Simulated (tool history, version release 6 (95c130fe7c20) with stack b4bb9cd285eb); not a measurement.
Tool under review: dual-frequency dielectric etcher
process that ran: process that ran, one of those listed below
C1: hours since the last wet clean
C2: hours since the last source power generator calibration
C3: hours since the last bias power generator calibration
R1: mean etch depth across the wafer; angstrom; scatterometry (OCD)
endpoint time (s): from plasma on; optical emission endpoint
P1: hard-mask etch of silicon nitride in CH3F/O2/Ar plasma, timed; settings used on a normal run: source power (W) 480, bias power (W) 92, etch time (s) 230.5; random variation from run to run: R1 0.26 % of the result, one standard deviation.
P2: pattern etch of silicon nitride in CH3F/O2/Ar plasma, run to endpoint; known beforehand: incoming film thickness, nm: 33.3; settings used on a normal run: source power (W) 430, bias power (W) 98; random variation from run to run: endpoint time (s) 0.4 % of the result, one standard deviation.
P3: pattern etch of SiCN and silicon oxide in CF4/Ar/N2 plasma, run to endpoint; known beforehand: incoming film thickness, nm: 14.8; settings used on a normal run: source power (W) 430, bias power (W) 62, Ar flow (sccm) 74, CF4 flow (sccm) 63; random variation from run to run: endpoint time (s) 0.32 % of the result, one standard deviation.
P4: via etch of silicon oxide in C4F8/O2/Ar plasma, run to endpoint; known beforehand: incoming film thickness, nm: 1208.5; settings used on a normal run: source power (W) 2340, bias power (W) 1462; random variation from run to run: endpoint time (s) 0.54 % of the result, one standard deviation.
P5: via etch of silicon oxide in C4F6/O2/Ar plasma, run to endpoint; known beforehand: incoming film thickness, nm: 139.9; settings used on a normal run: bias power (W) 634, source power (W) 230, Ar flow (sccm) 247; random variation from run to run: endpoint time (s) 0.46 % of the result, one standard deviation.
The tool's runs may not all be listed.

{"run": 1, "hour": 4.4, "process that ran": "P1", "source power (W)": 480, "bias power (W)": 92, "etch time (s)": 230.5, "C1": 342.9, "C2": 1386.7, "C3": 771.0, "R1": 1854.8}
{"run": 2, "hour": 7.4, "process that ran": "P3", "source power (W)": 430, "bias power (W)": 62, "Ar flow (sccm)": 45, "CF4 flow (sccm)": 63, "C1": 345.9, "C2": 1389.7, "C3": 774.0, "endpoint time (s)": 17.566}
{"run": 3, "hour": 9.7, "process that ran": "P1", "source power (W)": 480, "bias power (W)": 92, "etch time (s)": 230.5, "C1": 348.2, "C2": 1392.0, "C3": 776.3, "R1": 1846.1}
{"run": 4, "hour": 14.4, "process that ran": "P5", "source power (W)": 230, "bias power (W)": 427, "Ar flow (sccm)": 247, "C1": 352.9, "C2": 1396.7, "C3": 781.0, "endpoint time (s)": 38.408}
{"run": 5, "hour": 16.9, "process that ran": "P1", "source power (W)": 480, "bias power (W)": 92, "etch time (s)": 230.5, "C1": 355.4, "C2": 1399.2, "C3": 783.5, "R1": 1851.1}
{"run": 6, "hour": 21.1, "process that ran": "P1", "source power (W)": 480, "bias power (W)": 92, "etch time (s)": 230.5, "C1": 359.6, "C2": 1403.4, "C3": 787.7, "R1": 1851.2}
{"run": 7, "hour": 25.9, "process that ran": "P5", "source power (W)": 150, "bias power (W)": 634, "Ar flow (sccm)": 247, "C1": 364.4, "C2": 1408.2, "C3": 792.5, "endpoint time (s)": 38.477}
{"run": 8, "hour": 28.4, "process that ran": "P4", "source power (W)": 2340, "bias power (W)": 1029, "C1": 366.9, "C2": 1410.7, "C3": 795.0, "endpoint time (s)": 279.32}
{"run": 9, "hour": 33.4, "process that ran": "P3", "source power (W)": 430, "bias power (W)": 62, "Ar flow (sccm)": 74, "CF4 flow (sccm)": 83, "C1": 371.9, "C2": 1415.7, "C3": 800.0, "endpoint time (s)": 18.135}
{"run": 10, "hour": 37.6, "process that ran": "P1", "source power (W)": 480, "bias power (W)": 128, "etch time (s)": 230.5, "C1": 376.1, "C2": 1419.9, "C3": 804.2, "R1": 2084.6}
{"run": 11, "hour": 41.1, "process that ran": "P1", "source power (W)": 350, "bias power (W)": 92, "etch time (s)": 230.5, "C1": 379.6, "C2": 1423.4, "C3": 807.7, "R1": 1646.7}
{"run": 12, "hour": 46.1, "process that ran": "P5", "source power (W)": 230, "bias power (W)": 634, "Ar flow (sccm)": 188, "C1": 384.6, "C2": 1428.4, "C3": 812.7, "endpoint time (s)": 32.348}
{"run": 13, "hour": 48.4, "process that ran": "P1", "source power (W)": 480, "bias power (W)": 92, "etch time (s)": 173.0, "C1": 386.9, "C2": 1430.7, "C3": 815.0, "R1": 1382.5}
{"run": 14, "hour": 50.9, "process that ran": "P2", "source power (W)": 430, "bias power (W)": 133, "C1": 389.4, "C2": 1433.2, "C3": 817.5, "endpoint time (s)": 37.863}
{"run": 15, "hour": 53.3, "process that ran": "P3", "source power (W)": 550, "bias power (W)": 62, "Ar flow (sccm)": 74, "CF4 flow (sccm)": 63, "C1": 391.8, "C2": 1435.6, "C3": 819.9, "endpoint time (s)": 15.092}
{"run": 16, "hour": 56.8, "process that ran": "P3", "source power (W)": 430, "bias power (W)": 62, "Ar flow (sccm)": 74, "CF4 flow (sccm)": 63, "C1": 395.3, "C2": 1439.1, "C3": 823.4, "endpoint time (s)": 18.758}
{"run": 17, "hour": 61.3, "process that ran": "P1", "source power (W)": 630, "bias power (W)": 92, "etch time (s)": 230.5, "C1": 399.8, "C2": 1443.6, "C3": 827.9, "R1": 2043.7}
{"run": 18, "hour": 64.8, "process that ran": "P4", "source power (W)": 2340, "bias power (W)": 1462, "C1": 403.3, "C2": 1447.1, "C3": 831.4, "endpoint time (s)": 257.26}
{"run": 19, "hour": 69.2, "process that ran": "P5", "source power (W)": 230, "bias power (W)": 634, "Ar flow (sccm)": 247, "C1": 407.7, "C2": 1451.5, "C3": 835.8, "endpoint time (s)": 32.874}
{"run": 20, "hour": 71.3, "process that ran": "P1", "source power (W)": 480, "bias power (W)": 92, "etch time (s)": 230.5, "C1": 409.8, "C2": 1453.6, "C3": 837.9, "R1": 1846.2}

Expected results for the next run?
{"run": 21, "hour": 73.8, "process that ran": "P1", "source power (W)": 480, "bias power (W)": 118, "etch time (s)": 156.0, "C1": 412.3, "C2": 1456.1, "C3": 840.4, "R1": "?"}

R1: 1366.9 angstrom
